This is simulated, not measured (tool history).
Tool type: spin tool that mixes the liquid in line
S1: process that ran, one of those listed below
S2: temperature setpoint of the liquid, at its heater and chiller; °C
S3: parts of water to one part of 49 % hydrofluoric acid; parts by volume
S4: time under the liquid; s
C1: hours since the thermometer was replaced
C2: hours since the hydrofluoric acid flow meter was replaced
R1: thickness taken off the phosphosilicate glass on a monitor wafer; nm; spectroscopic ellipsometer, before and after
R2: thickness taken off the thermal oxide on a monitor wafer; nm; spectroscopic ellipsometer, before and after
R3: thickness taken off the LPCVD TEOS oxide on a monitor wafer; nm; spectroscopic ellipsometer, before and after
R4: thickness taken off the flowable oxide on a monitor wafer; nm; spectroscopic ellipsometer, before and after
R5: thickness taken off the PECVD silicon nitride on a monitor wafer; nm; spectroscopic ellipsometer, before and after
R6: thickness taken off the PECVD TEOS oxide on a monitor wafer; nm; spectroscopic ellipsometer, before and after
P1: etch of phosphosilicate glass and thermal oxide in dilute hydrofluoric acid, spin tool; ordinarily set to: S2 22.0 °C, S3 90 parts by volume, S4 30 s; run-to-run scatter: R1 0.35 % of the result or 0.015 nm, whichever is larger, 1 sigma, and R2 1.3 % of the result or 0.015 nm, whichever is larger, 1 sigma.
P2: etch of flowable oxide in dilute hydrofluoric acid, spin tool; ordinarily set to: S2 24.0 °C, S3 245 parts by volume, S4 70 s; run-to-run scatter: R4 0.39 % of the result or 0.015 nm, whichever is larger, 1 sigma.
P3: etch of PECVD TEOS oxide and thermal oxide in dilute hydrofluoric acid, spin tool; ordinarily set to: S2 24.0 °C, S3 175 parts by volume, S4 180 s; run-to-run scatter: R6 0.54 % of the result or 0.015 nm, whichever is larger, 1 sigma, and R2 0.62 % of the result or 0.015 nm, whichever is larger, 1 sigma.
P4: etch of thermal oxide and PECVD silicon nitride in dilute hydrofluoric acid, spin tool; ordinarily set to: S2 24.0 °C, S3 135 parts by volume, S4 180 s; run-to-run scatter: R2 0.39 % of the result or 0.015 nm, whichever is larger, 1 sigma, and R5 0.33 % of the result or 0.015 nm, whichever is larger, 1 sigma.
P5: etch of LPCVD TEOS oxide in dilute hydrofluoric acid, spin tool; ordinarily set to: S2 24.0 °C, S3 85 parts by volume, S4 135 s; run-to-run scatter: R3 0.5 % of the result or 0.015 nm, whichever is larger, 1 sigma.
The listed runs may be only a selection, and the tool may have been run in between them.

run,hour,S1,S2,S3,S4,C1,C2,R1,R2,R3,R4,R5,R6
1,9.3,P1,22.0,90,30,571.1,666.9,18.8880,1.50640,,,,
2,22.6,P1,22.0,90,30,584.4,680.2,18.8220,1.54150,,,,
3,33.3,P1,22.0,90,55,595.1,690.9,34.5370,2.80550,,,,
4,41.1,P5,24.0,150,135,602.9,698.7,,,14.653,,,
5,54.2,P2,24.0,245,70,616.0,711.8,,,,15.874,,
6,62.3,P5,19.5,85,135,624.1,719.9,,,23.304,,,
7,70.0,P1,22.0,90,30,631.8,727.6,18.9160,1.54450,,,,
8,82.5,P2,30.5,245,70,644.3,740.1,,,,19.970,,
9,91.6,P1,22.0,55,30,653.4,749.2,32.2410,2.60860,,,,
10,100.1,P1,22.0,90,15,661.9,757.7,9.4775,0.79857,,,,
11,110.3,P1,22.0,90,30,672.1,767.9,18.9700,1.56090,,,,
12,119.1,P5,24.0,85,135,680.9,776.7,,,27.925,,,
13,132.6,P4,17.0,135,180,694.4,790.2,,4.47000,,,4.6651,
14,145.5,P1,22.0,145,30,707.3,803.1,10.9610,0.93386,,,,
15,157.4,P3,24.0,175,180,719.2,815.0,,4.66820,,,,28.084
16,164.4,P1,22.0,90,30,726.2,822.0,18.8460,1.54370,,,,
17,173.4,P2,24.0,245,130,735.2,831.0,,,,29.252,,
18,185.3,P1,18.0,125,30,747.1,842.9,11.1200,0.88909,,,,
19,196.2,P5,24.0,85,135,758.0,853.8,,,28.021,,,
20,203.5,P1,22.0,90,30,765.3,861.1,18.8730,1.55570,,,,
21,213.1,P4,24.0,225,180,774.9,870.7,,3.18040,,,4.5192,
22,226.9,P3,31.0,175,180,788.7,884.5,,5.92790,,,,36.000
23,237.9,P1,22.0,60,15,799.7,895.5,14.6500,1.21200,,,,
24,248.0,P3,24.0,30,180,809.8,905.6,,32.46300,,,,193.950
25,261.2,P2,24.0,90,70,823.0,918.8,,,,51.136,,
26,268.0,P1,17.5,90,30,829.8,925.6,15.7230,1.22560,,,,
27,277.9,P3,24.0,175,180,839.7,935.5,,4.66430,,,,28.155
28,290.3,P3,24.0,175,340,852.1,947.9,,8.70880,,,,52.806

Run 29 has not been measured yet. What should we expect?
29,296.5,P1,28.0,90,30,858.3,954.1,?,?,,,,

R1: 24.0030 nm
R2: 1.93040 nm
